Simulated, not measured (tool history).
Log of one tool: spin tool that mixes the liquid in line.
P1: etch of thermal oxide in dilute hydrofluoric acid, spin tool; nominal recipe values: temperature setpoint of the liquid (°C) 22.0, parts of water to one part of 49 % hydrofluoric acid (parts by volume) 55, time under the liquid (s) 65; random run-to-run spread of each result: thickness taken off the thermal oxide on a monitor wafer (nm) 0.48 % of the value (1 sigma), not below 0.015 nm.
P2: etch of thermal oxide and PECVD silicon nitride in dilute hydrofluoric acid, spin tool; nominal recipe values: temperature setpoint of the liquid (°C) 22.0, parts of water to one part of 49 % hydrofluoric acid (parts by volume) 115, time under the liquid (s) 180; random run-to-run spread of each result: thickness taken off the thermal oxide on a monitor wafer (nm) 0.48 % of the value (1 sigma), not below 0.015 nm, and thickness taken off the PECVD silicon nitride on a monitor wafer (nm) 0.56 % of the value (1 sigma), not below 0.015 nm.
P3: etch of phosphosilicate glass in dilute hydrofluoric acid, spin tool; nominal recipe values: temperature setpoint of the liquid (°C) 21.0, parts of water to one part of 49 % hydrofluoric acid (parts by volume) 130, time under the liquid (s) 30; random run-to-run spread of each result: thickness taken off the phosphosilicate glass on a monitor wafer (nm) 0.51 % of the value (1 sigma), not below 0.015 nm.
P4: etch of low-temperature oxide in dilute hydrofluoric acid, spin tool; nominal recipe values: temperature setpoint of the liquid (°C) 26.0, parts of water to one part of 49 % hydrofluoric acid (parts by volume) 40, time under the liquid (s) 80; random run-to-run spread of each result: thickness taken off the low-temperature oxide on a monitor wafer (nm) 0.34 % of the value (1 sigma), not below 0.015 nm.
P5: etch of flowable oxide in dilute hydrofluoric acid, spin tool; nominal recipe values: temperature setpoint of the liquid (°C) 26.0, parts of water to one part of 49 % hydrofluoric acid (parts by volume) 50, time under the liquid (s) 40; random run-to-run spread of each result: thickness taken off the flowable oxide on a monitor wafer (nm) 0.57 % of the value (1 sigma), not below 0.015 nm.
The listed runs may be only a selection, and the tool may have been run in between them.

| run | hour | process that ran | temperature setpoint of the liquid (°C) | parts of water to one part of 49 % hydrofluoric acid (parts by volume) | time under the liquid (s) | thickness taken off the thermal oxide on a monitor wafer (nm) | thickness taken off the low-temperature oxide on a monitor wafer (nm) | thickness taken off the phosphosilicate glass on a monitor wafer (nm) | thickness taken off the flowable oxide on a monitor wafer (nm) | thickness taken off the PECVD silicon nitride on a monitor wafer (nm) |
|---|---|---|---|---|---|---|---|---|---|---|
| 1 | 10.6 | P1 | 22.0 | 55 | 65 | 5.23110 |  |  |  |  |
| 2 | 18.9 | P4 | 26.0 | 40 | 80 |  | 31.5750 |  |  |  |
| 3 | 30.3 | P3 | 21.0 | 130 | 30 |  |  | 14.7500 |  |  |
| 4 | 43.2 | P1 | 18.0 | 55 | 65 | 4.39690 |  |  |  |  |
| 5 | 53.9 | P5 | 21.5 | 50 | 40 |  |  |  | 28.057 |  |
| 6 | 63.2 | P2 | 22.0 | 35 | 180 | 24.27100 |  |  |  | 24.6670 |
| 7 | 72.7 | P1 | 22.0 | 95 | 65 | 2.89240 |  |  |  |  |
| 8 | 84.6 | P4 | 26.0 | 40 | 20 |  | 7.8586 |  |  |  |
| 9 | 96.5 | P5 | 26.0 | 50 | 40 |  |  |  | 33.704 |  |
| 10 | 107.9 | P3 | 21.0 | 215 | 30 |  |  | 8.1548 |  |  |
| 11 | 120.8 | P1 | 22.0 | 55 | 120 | 9.65760 |  |  |  |  |
| 12 | 133.4 | P1 | 29.0 | 55 | 65 | 6.97930 |  |  |  |  |
| 13 | 145.8 | P1 | 22.0 | 55 | 65 | 5.24470 |  |  |  |  |
| 14 | 157.7 | P1 | 22.0 | 55 | 65 | 5.21540 |  |  |  |  |
| 15 | 165.6 | P1 | 22.0 | 55 | 65 | 5.20290 |  |  |  |  |
| 16 | 178.1 | P1 | 22.0 | 30 | 65 | 9.94500 |  |  |  |  |
| 17 | 189.4 | P3 | 17.0 | 130 | 30 |  |  | 12.6460 |  |  |
| 18 | 199.7 | P1 | 17.0 | 55 | 15 | 0.97774 |  |  |  |  |
| 19 | 205.5 | P2 | 30.0 | 115 | 180 | 9.09120 |  |  |  | 12.8750 |
| 20 | 217.4 | P3 | 21.0 | 130 | 30 |  |  | 14.8580 |  |  |
| 21 | 224.5 | P1 | 22.0 | 55 | 65 | 5.27440 |  |  |  |  |
| 22 | 230.7 | P1 | 22.0 | 55 | 65 | 5.22550 |  |  |  |  |
| 23 | 238.4 | P1 | 26.5 | 55 | 120 | 11.60100 |  |  |  |  |
| 24 | 250.2 | P2 | 22.0 | 115 | 90 | 3.32840 |  |  |  | 3.8271 |
| 25 | 257.3 | P1 | 22.0 | 55 | 15 | 1.18240 |  |  |  |  |
| 26 | 263.9 | P1 | 29.0 | 55 | 30 | 3.19170 |  |  |  |  |
| 27 | 276.5 | P1 | 22.0 | 55 | 65 | 5.20600 |  |  |  |  |
| 28 | 283.8 | P5 | 26.0 | 50 | 75 |  |  |  | 62.925 |  |
| 29 | 295.6 | P3 | 21.0 | 130 | 15 |  |  | 7.4453 |  |  |
| 30 | 301.3 | P4 | 26.0 | 20 | 80 |  | 64.5310 |  |  |  |
| 31 | 313.7 | P2 | 22.0 | 115 | 180 | 6.67580 |  |  |  | 7.6872 |
| 32 | 323.5 | P5 | 26.0 | 20 | 40 |  |  |  | 89.261 |  |
| 33 | 335.4 | P4 | 21.5 | 40 | 80 |  | 25.7340 |  |  |  |
| 34 | 345.7 | P1 | 22.0 | 55 | 65 | 5.19600 |  |  |  |  |
| 35 | 355.9 | P1 | 22.0 | 55 | 65 | 5.44390 |  |  |  |  |
| 36 | 365.6 | P1 | 22.0 | 55 | 65 | 5.51480 |  |  |  |  |
| 37 | 374.6 | P1 | 22.0 | 55 | 65 | 5.62810 |  |  |  |  |
| 38 | 381.9 | P1 | 22.0 | 55 | 65 | 5.65120 |  |  |  |  |
| 39 | 391.4 | P1 | 22.0 | 55 | 65 | 5.64290 |  |  |  |  |
| 40 | 400.4 | P1 | 22.0 | 55 | 65 | 5.70120 |  |  |  |  |
| 41 | 407.2 | P1 | 22.0 | 55 | 65 | 5.72010 |  |  |  |  |
| 42 | 414.0 | P1 | 22.0 | 55 | 65 | 5.66280 |  |  |  |  |

What P1 gives has crept away from where it was. These 2 causes fit the log equally well, each at the size given:
A: hydrofluoric acid flow above the setpoint (%) = 7.94
B: liquid hotter than its thermometer reads (K) = 1.98
Onset of the creep was near hour 345.7.

Consider the 4 single-wafer check runs listed below, results given as question marks: which one distinguishes between the causes by giving clearly different results for each?
| check 1 | 420.8 | P5 | 26.0 | 35 | 65 |  |  |  | ? |  |
| check 2 | 420.8 | P3 | 21.0 | 165 | 30 |  |  | ? |  |  |
| check 3 | 420.8 | P2 | 29.5 | 115 | 110 | ? |  |  |  | ? |
| check 4 | 420.8 | P4 | 26.0 | 25 | 80 |  | ? |  |  |  |

Expected result of each check under each candidate cause:
| check | result | if A | if B |
|---|---|---|---|
| check 1 | thickness taken off the flowable oxide on a monitor wafer (nm) | 86.999 | 87.064 |
| check 2 | thickness taken off the phosphosilicate glass on a monitor wafer (nm) | 12.2770 | 12.1220 |
| check 3 | thickness taken off the thermal oxide on a monitor wafer (nm) | 5.94860 | 5.85950 |
| check 3 | thickness taken off the PECVD silicon nitride on a monitor wafer (nm) | 8.2134 | 8.5992 |
| check 4 | thickness taken off the low-temperature oxide on a monitor wafer (nm) | 55.3740 | 55.5040 |
Smallest distance between any two causes, each pair judged by its most separating result, in per cent: check 1 0.07 %; check 2 1.27 %; check 3 4.59 %; check 4 0.23 %
Check 3 distinguishes between the causes, while the remaining checks would return nearly the same result for all of them.

After running check 3, the following was obtained: thickness taken off the thermal oxide on a monitor wafer (nm) 6.01000; thickness taken off the PECVD silicon nitride on a monitor wafer (nm) 8.1516. Which cause does this point to?

The correct cause is A, namely: hydrofluoric acid flow above the setpoint (%).
